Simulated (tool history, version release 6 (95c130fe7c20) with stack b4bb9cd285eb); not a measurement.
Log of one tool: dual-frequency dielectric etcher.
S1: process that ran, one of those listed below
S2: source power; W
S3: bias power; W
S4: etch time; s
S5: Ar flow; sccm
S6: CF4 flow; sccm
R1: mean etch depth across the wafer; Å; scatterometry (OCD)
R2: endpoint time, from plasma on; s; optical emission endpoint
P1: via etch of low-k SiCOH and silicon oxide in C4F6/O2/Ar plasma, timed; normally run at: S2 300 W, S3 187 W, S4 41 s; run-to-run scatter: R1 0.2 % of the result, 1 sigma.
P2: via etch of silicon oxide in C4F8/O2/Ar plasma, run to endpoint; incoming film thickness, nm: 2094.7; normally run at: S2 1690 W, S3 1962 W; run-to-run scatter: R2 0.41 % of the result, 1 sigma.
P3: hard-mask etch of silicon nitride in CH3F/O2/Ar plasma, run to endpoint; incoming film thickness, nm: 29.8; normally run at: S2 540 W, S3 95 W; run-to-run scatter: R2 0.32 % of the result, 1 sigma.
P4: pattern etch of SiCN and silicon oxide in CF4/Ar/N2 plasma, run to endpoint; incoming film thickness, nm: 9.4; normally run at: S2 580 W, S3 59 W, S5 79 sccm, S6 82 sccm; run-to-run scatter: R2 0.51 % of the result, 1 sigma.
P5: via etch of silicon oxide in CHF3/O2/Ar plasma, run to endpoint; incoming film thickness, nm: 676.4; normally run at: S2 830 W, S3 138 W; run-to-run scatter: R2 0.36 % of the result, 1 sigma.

{"run": 1, "hour": 7.7, "S1": "P1", "S2": 300, "S3": 187, "S4": 41, "R1": 941.04}
{"run": 2, "hour": 11.9, "S1": "P2", "S2": 1690, "S3": 2734, "R2": 394.92}
{"run": 3, "hour": 20.4, "S1": "P1", "S2": 300, "S3": 138, "S4": 41, "R1": 852.7}
{"run": 4, "hour": 24.8, "S1": "P1", "S2": 300, "S3": 187, "S4": 41, "R1": 939.45}
{"run": 5, "hour": 33.3, "S1": "P2", "S2": 1690, "S3": 1962, "R2": 435.36}
{"run": 6, "hour": 39.0, "S1": "P1", "S2": 300, "S3": 187, "S4": 41, "R1": 941.59}
{"run": 7, "hour": 46.4, "S1": "P3", "S2": 540, "S3": 95, "R2": 35.319}
{"run": 8, "hour": 50.3, "S1": "P1", "S2": 370, "S3": 260, "S4": 41, "R1": 1140.1}
{"run": 9, "hour": 57.1, "S1": "P1", "S2": 300, "S3": 233, "S4": 41, "R1": 1009.3}
{"run": 10, "hour": 63.2, "S1": "P3", "S2": 690, "S3": 95, "R2": 32.129}
{"run": 11, "hour": 67.5, "S1": "P4", "S2": 580, "S3": 59, "S5": 79, "S6": 82, "R2": 8.6147}
{"run": 12, "hour": 73.4, "S1": "P5", "S2": 830, "S3": 138, "R2": 333.44}
{"run": 13, "hour": 81.9, "S1": "P1", "S2": 210, "S3": 187, "S4": 41, "R1": 819.83}
{"run": 14, "hour": 87.3, "S1": "P5", "S2": 1080, "S3": 138, "R2": 300.36}
{"run": 15, "hour": 91.1, "S1": "P3", "S2": 540, "S3": 95, "R2": 35.033}
{"run": 16, "hour": 94.7, "S1": "P4", "S2": 580, "S3": 59, "S5": 79, "S6": 108, "R2": 8.3483}
{"hour": 96.2, "done": "source power generator calibrated"}
{"run": 17, "hour": 102.3, "S1": "P1", "S2": 430, "S3": 187, "S4": 41, "R1": 1076.5}
{"run": 18, "hour": 108.2, "S1": "P5", "S2": 830, "S3": 138, "R2": 334.8}
{"run": 19, "hour": 113.6, "S1": "P5", "S2": 830, "S3": 85, "R2": 386.71}
{"run": 20, "hour": 120.2, "S1": "P1", "S2": 370, "S3": 147, "S4": 41, "R1": 942.96}
{"run": 21, "hour": 126.8, "S1": "P4", "S2": 750, "S3": 59, "S5": 79, "S6": 82, "R2": 6.8533}
{"run": 22, "hour": 134.3, "S1": "P2", "S2": 1050, "S3": 1962, "R2": 523.64}
{"run": 23, "hour": 141.4, "S1": "P1", "S2": 300, "S3": 187, "S4": 23, "R1": 528.65}
{"run": 24, "hour": 145.7, "S1": "P4", "S2": 580, "S3": 35, "S5": 79, "S6": 82, "R2": 10.042}
{"run": 25, "hour": 150.1, "S1": "P1", "S2": 300, "S3": 187, "S4": 41, "R1": 941.41}
{"run": 26, "hour": 156.8, "S1": "P1", "S2": 300, "S3": 187, "S4": 58.5, "R1": 1343.2}
{"run": 27, "hour": 165.2, "S1": "P3", "S2": 540, "S3": 127, "R2": 31.397}
{"run": 28, "hour": 171.2, "S1": "P4", "S2": 580, "S3": 59, "S5": 104, "S6": 82, "R2": 8.9959}
{"run": 29, "hour": 178.1, "S1": "P1", "S2": 300, "S3": 187, "S4": 41, "R1": 940.69}
{"run": 30, "hour": 183.3, "S1": "P1", "S2": 360, "S3": 119, "S4": 41, "R1": 877.79}
{"run": 31, "hour": 187.6, "S1": "P1", "S2": 300, "S3": 187, "S4": 41, "R1": 940.04}
{"run": 32, "hour": 195.2, "S1": "P1", "S2": 300, "S3": 187, "S4": 41, "R1": 946.05}
{"run": 33, "hour": 199.4, "S1": "P1", "S2": 300, "S3": 187, "S4": 41, "R1": 946.3}
{"run": 34, "hour": 205.1, "S1": "P1", "S2": 300, "S3": 187, "S4": 41, "R1": 945.58}
{"run": 35, "hour": 209.1, "S1": "P1", "S2": 300, "S3": 187, "S4": 41, "R1": 948.93}
{"hour": 210.3, "done": "wet clean of the chamber"}
{"run": 36, "hour": 217.4, "S1": "P1", "S2": 300, "S3": 187, "S4": 41, "R1": 949.51}
{"run": 37, "hour": 221.7, "S1": "P1", "S2": 300, "S3": 187, "S4": 41, "R1": 948.4}
{"run": 38, "hour": 227.4, "S1": "P1", "S2": 300, "S3": 187, "S4": 41, "R1": 951.47}
{"run": 39, "hour": 235.8, "S1": "P1", "S2": 300, "S3": 187, "S4": 41, "R1": 951.87}
{"run": 40, "hour": 242.6, "S1": "P1", "S2": 300, "S3": 187, "S4": 41, "R1": 951.13}

What P1 gives has crept away from where it was. These 2 causes fit the log equally well, each at the size given:
A: bias power that arrives over what is set, % = 4.24
B: source power that arrives over what is set, % = 3.57
The creep began at about hour 187.6.
Why every other cause is out:
chamber walls in a state that raises the etch rate, %: serviced at hour 210.3, which brought nothing back

4 check runs are offered, each on 3 wafers whose results are averaged, their results left as question marks. Which one tells the causes apart?
{"run": "check 1", "hour": 249.4, "S1": "P5", "S2": 1060, "S3": 138, "R2": "?"}
{"run": "check 2", "hour": 249.4, "S1": "P3", "S2": 650, "S3": 122, "R2": "?"}
{"run": "check 3", "hour": 249.4, "S1": "P2", "S2": 1080, "S3": 2730, "R2": "?"}
{"run": "check 4", "hour": 249.4, "S1": "P4", "S2": 580, "S3": 42, "S5": 79, "S6": 107, "R2": "?"}

What each check would give under each cause:
check=check_1 result=R2 if_A=299.91 if_B=299.56
check=check_2 result=R2 if_A=29.491 if_B=29.56
check=check_3 result=R2 if_A=461.74 if_B=461.58
check=check_4 result=R2 if_A=9.0722 if_B=8.8828
How far apart the two closest causes lie, in the result that separates them most: check 1 0.12 %; check 2 0.23 %; check 3 0.03 %; check 4 2.11 %
Only check 4 tells the causes apart: in the others they would give nearly the same result.

Check 4 was then run and gave: R2 8.923 s. Which cause is it?

It is B: source power that arrives over what is set, %.
